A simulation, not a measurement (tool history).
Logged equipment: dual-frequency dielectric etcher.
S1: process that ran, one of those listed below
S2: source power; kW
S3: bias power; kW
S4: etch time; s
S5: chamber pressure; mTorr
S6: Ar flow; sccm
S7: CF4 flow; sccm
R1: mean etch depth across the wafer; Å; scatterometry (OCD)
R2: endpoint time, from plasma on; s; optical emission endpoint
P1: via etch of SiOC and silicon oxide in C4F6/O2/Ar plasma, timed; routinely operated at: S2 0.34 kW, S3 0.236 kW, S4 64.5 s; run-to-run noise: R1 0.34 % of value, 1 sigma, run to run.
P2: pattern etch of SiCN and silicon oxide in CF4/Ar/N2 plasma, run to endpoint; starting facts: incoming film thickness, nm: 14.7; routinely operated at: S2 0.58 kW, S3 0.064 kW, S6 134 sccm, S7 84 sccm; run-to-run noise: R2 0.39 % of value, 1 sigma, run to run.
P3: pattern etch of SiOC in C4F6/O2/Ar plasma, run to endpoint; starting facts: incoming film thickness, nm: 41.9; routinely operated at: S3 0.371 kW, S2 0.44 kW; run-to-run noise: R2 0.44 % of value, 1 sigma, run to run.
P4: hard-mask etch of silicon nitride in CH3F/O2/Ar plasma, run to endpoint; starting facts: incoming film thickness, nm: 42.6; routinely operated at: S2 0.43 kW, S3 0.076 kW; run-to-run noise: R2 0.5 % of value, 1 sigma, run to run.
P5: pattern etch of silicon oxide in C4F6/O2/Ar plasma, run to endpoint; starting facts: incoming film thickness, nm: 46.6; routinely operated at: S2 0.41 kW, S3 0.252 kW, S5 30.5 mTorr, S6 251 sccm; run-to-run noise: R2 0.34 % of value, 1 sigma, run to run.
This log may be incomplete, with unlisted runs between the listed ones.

run,hour,S1,S2,S3,S4,S5,S6,S7,R1,R2
1,12.4,P1,0.34,0.236,64.5,,,,742.9,
2,22.9,P1,0.34,0.236,50,,,,577.14,
3,34.9,P5,0.41,0.252,,37,251,,,13.994
4,44.7,P5,0.34,0.252,,30.5,251,,,14.698
5,52.7,P1,0.34,0.236,64.5,,,,741.75,
6,64.6,P4,0.43,0.076,,,,,,59.13
7,75.7,P2,0.8,0.064,,,134,84,,10.636
8,85.8,P2,0.58,0.083,,,134,84,,12.983
9,95.4,P3,0.44,0.371,,,,,,15.676
10,107.5,P1,0.34,0.168,64.5,,,,662.94,
11,119.7,P4,0.59,0.076,,,,,,53.164
12,130.7,P1,0.34,0.236,64.5,,,,742.09,
13,138.6,P1,0.45,0.236,35.5,,,,458.9,
14,149.4,P1,0.24,0.236,64.5,,,,649.93,
15,157.5,P1,0.34,0.298,64.5,,,,806.71,
16,165.1,P1,0.34,0.236,64.5,,,,743.1,
17,173,P3,0.44,0.371,,,,,,15.627
18,184.2,P2,0.58,0.064,,,178,84,,14.773
19,198.2,P5,0.41,0.252,,30.5,251,,,13.627
20,210,P5,0.41,0.15,,30.5,251,,,16.041
21,218.2,P2,0.58,0.064,,,134,58,,15.088
22,228.7,P1,0.34,0.236,64.5,,,,745.26,
23,242.9,P3,0.62,0.371,,,,,,13.709
24,252.6,P4,0.43,0.047,,,,,,70.278
25,266,P1,0.47,0.236,64.5,,,,844.55,

Estimate the outcome of run 26 from the log above:
26,272.3,P5,0.41,0.252,,30.5,305,,,?

{"run 26": {"R2": 13.925}}

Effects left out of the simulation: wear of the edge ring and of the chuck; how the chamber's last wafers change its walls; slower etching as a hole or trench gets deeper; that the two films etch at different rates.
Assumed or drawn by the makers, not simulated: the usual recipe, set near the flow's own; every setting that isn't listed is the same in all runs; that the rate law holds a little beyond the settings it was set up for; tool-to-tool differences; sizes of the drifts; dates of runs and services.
